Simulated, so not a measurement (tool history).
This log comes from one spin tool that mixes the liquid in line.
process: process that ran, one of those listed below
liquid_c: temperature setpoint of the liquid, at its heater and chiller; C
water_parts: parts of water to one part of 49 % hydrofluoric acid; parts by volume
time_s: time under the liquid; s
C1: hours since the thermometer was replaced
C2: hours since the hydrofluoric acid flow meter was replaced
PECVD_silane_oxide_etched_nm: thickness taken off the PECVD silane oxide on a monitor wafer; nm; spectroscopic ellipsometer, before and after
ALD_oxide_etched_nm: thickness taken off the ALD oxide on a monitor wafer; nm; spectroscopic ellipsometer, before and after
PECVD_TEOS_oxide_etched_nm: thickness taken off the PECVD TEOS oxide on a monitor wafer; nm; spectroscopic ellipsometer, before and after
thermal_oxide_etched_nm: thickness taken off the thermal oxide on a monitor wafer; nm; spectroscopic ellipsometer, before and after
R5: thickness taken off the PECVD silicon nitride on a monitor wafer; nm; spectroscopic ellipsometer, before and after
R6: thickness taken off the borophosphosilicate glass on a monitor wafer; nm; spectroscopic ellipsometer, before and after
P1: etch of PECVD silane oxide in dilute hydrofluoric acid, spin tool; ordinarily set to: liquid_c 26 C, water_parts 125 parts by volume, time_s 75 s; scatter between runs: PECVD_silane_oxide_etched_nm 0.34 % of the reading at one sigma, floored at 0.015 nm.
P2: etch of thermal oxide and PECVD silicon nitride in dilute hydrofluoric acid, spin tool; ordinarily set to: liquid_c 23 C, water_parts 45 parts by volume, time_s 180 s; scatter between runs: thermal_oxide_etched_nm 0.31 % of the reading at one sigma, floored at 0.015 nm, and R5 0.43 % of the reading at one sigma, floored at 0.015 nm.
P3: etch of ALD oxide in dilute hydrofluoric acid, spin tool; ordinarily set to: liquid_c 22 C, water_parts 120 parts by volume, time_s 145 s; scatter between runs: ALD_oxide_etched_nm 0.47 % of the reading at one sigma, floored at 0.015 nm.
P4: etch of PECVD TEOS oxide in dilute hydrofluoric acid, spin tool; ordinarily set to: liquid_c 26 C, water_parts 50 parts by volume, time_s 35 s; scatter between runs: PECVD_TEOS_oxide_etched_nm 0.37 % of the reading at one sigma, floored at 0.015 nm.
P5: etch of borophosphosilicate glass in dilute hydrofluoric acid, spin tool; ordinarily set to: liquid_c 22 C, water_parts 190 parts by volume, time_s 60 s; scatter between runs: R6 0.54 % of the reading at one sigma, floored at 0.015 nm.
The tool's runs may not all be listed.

{"run": 1, "hour": 9.6, "process": "P1", "liquid_c": 26, "water_parts": 125, "time_s": 75, "C1": 597.5, "C2": 935.7, "PECVD_silane_oxide_etched_nm": 32.106}
{"run": 2, "hour": 14.7, "process": "P1", "liquid_c": 26, "water_parts": 60, "time_s": 75, "C1": 602.6, "C2": 940.8, "PECVD_silane_oxide_etched_nm": 72.584}
{"run": 3, "hour": 20.3, "process": "P3", "liquid_c": 22, "water_parts": 120, "time_s": 260, "C1": 608.2, "C2": 946.4, "ALD_oxide_etched_nm": 19.671}
{"run": 4, "hour": 26.7, "process": "P1", "liquid_c": 26, "water_parts": 125, "time_s": 75, "C1": 614.6, "C2": 952.8, "PECVD_silane_oxide_etched_nm": 31.809}
{"run": 5, "hour": 37.8, "process": "P4", "liquid_c": 26, "water_parts": 50, "time_s": 35, "C1": 625.7, "C2": 963.9, "PECVD_TEOS_oxide_etched_nm": 9.0406}
{"run": 6, "hour": 45.9, "process": "P2", "liquid_c": 23, "water_parts": 20, "time_s": 180, "C1": 633.8, "C2": 972, "thermal_oxide_etched_nm": 44.831, "R5": 45.465}
{"hour": 46.0, "done": "thermometer replaced"}
{"run": 7, "hour": 55.0, "process": "P3", "liquid_c": 22, "water_parts": 120, "time_s": 145, "C1": 9.1, "C2": 981.1, "ALD_oxide_etched_nm": 10.991}
{"run": 8, "hour": 63.8, "process": "P5", "liquid_c": 22, "water_parts": 190, "time_s": 20, "C1": 17.9, "C2": 989.9, "R6": 4.2633}
{"run": 9, "hour": 72.6, "process": "P4", "liquid_c": 32, "water_parts": 50, "time_s": 35, "C1": 26.7, "C2": 998.7, "PECVD_TEOS_oxide_etched_nm": 11.55}
{"run": 10, "hour": 82.5, "process": "P1", "liquid_c": 33.5, "water_parts": 125, "time_s": 75, "C1": 36.6, "C2": 1008.6, "PECVD_silane_oxide_etched_nm": 41.989}
{"run": 11, "hour": 93.4, "process": "P1", "liquid_c": 26, "water_parts": 125, "time_s": 135, "C1": 47.5, "C2": 1019.5, "PECVD_silane_oxide_etched_nm": 57.745}
{"run": 12, "hour": 98.7, "process": "P4", "liquid_c": 26, "water_parts": 85, "time_s": 35, "C1": 52.8, "C2": 1024.8, "PECVD_TEOS_oxide_etched_nm": 5.1216}
{"run": 13, "hour": 106.9, "process": "P2", "liquid_c": 23, "water_parts": 45, "time_s": 180, "C1": 61, "C2": 1033, "thermal_oxide_etched_nm": 19.08, "R5": 20.782}
{"run": 14, "hour": 112.2, "process": "P5", "liquid_c": 22, "water_parts": 295, "time_s": 60, "C1": 66.3, "C2": 1038.3, "R6": 7.3756}
{"run": 15, "hour": 121.1, "process": "P5", "liquid_c": 17, "water_parts": 190, "time_s": 60, "C1": 75.2, "C2": 1047.2, "R6": 10.578}
{"run": 16, "hour": 129.1, "process": "P1", "liquid_c": 26, "water_parts": 125, "time_s": 75, "C1": 83.2, "C2": 1055.2, "PECVD_silane_oxide_etched_nm": 32.075}
{"run": 17, "hour": 140.2, "process": "P2", "liquid_c": 17, "water_parts": 45, "time_s": 180, "C1": 94.3, "C2": 1066.3, "thermal_oxide_etched_nm": 14.844, "R5": 13.815}
{"run": 18, "hour": 149.9, "process": "P4", "liquid_c": 26, "water_parts": 50, "time_s": 35, "C1": 104, "C2": 1076, "PECVD_TEOS_oxide_etched_nm": 9.1334}
{"run": 19, "hour": 160.5, "process": "P1", "liquid_c": 26, "water_parts": 125, "time_s": 30, "C1": 114.6, "C2": 1086.6, "PECVD_silane_oxide_etched_nm": 12.768}
{"run": 20, "hour": 166.2, "process": "P4", "liquid_c": 26, "water_parts": 50, "time_s": 15, "C1": 120.3, "C2": 1092.3, "PECVD_TEOS_oxide_etched_nm": 3.9259}
{"run": 21, "hour": 177.2, "process": "P1", "liquid_c": 26, "water_parts": 125, "time_s": 75, "C1": 131.3, "C2": 1103.3, "PECVD_silane_oxide_etched_nm": 31.916}
{"run": 22, "hour": 187.3, "process": "P1", "liquid_c": 26, "water_parts": 125, "time_s": 75, "C1": 141.4, "C2": 1113.4, "PECVD_silane_oxide_etched_nm": 31.993}
{"run": 23, "hour": 195.6, "process": "P3", "liquid_c": 22, "water_parts": 120, "time_s": 145, "C1": 149.7, "C2": 1121.7, "ALD_oxide_etched_nm": 10.888}
{"run": 24, "hour": 201.1, "process": "P1", "liquid_c": 18.5, "water_parts": 125, "time_s": 75, "C1": 155.2, "C2": 1127.2, "PECVD_silane_oxide_etched_nm": 23.832}
{"run": 25, "hour": 209.1, "process": "P2", "liquid_c": 23, "water_parts": 45, "time_s": 40, "C1": 163.2, "C2": 1135.2, "thermal_oxide_etched_nm": 4.2343, "R5": 4.6588}
{"run": 26, "hour": 214.0, "process": "P1", "liquid_c": 26, "water_parts": 40, "time_s": 15, "C1": 168.1, "C2": 1140.1, "PECVD_silane_oxide_etched_nm": 22.388}

What will run 27 give?
{"run": 27, "hour": 223.7, "process": "P1", "liquid_c": 26, "water_parts": 125, "time_s": 75, "C1": 177.8, "C2": 1149.8, "PECVD_silane_oxide_etched_nm": "?"}

Run 27 yielded PECVD_silane_oxide_etched_nm 31.988 nm.

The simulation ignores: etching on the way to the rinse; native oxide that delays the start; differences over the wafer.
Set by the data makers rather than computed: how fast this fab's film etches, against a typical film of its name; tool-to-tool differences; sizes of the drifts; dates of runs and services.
